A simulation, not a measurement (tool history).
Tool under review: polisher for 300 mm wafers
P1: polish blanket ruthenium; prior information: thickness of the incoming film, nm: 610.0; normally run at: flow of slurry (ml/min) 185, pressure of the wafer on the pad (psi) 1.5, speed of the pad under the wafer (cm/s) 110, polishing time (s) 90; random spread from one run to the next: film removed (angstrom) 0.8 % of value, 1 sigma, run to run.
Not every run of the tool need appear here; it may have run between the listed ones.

run,day,flow of slurry (ml/min),pressure of the wafer on the pad (psi),speed of the pad under the wafer (cm/s),polishing time (s),wafers polished on this pad,hours since the slurry nozzle was cleaned,hours since the head pressure was calibrated,film removed (angstrom)
1,0.196,185,1.5,110,90,347,169.8,660.2,891.04
2,0.438,185,1.5,110,90,418,175.6,666,894.23
3,0.617,185,1.5,110,90,471,179.9,670.3,903.48
4,0.796,185,1.5,78,90,523,184.2,674.6,634.01
5,1.017,185,1.5,110,40,588,189.5,679.9,393.46
6,1.192,185,2.3,110,90,640,193.7,684.1,1375.2
7,1.467,185,1.5,110,90,721,200.3,690.7,895.33
8,1.675,185,1.5,76,126,782,205.3,695.7,869.83
9,1.833,185,1.5,154,90,829,209.1,699.5,1259.9
10,2.05,110,1.5,110,90,892,214.3,704.7,818.42
11,2.288,185,1.1,110,69,962,220,710.4,502.67
12,2.533,185,1.5,110,90,1034,225.9,716.3,898.82
13,2.696,285,1.5,110,90,1082,229.8,720.2,950.99
14,2.862,185,0.8,110,90,1131,233.8,724.2,478.19
15,3.008,185,1.5,110,137,1174,237.3,727.7,1374.3
16,3.246,185,1.5,110,90,1244,243,733.4,894.74
17,3.5,185,1.5,110,90,1319,249.1,739.5,899.64
18,3.762,185,1.5,110,90,1396,255.4,745.8,859.75
19,3.942,185,1.5,110,90,1449,259.7,750.1,842.65
# day 4.054: worn pad replaced by a new one
20,4.125,185,1.5,110,90,21,264.1,754.5,851.41
21,4.262,185,1.5,110,90,62,267.4,757.8,830
22,4.442,185,1.5,110,90,115,271.7,762.1,835
23,4.633,185,1.5,110,90,171,276.3,766.7,827.69

Something has made what P1 gives creep away from where it was; the 2 causes below, each at its own stated size, fit the log equally well:
A: slurry flow missing at the pad, % = 32.7
B: head's pressure below its setpoint, % = 6.6
The process output started creeping at around day 3.5.
Excluded causes, each with its reason:
removal rate lost through wear of the pad, %: serviced at day 4.054, which brought nothing back

Of the 4 check runs below, each run on 2 wafers with the results averaged and each result still a question mark, which one would tell the listed causes apart?
check 1,4.825,185,0.9,110,45,,,,?
check 2,4.825,110,2.2,110,90,,,,?
check 3,4.825,185,1.5,154,90,,,,?
check 4,4.825,185,1.1,110,90,,,,?

How each check would come out, cause by cause:
check,result,if A,if B
check 1,film removed (angstrom),251.2,251.19
check 2,film removed (angstrom),1072.4,1116.6
check 3,film removed (angstrom),1172.3,1172.2
check 4,film removed (angstrom),614.04,614.03
Gap, in per cent, between the two causes that each check separates least, read from the result that separates them most: check 1 0 %; check 2 4.04 %; check 3 0 %; check 4 0 %
Only check 2 tells the causes apart: in the others they would give nearly the same result.

Running check 2 produced the following: film removed (angstrom) 1069.3. Which one of the listed causes fits?

It is A: slurry flow missing at the pad, %.
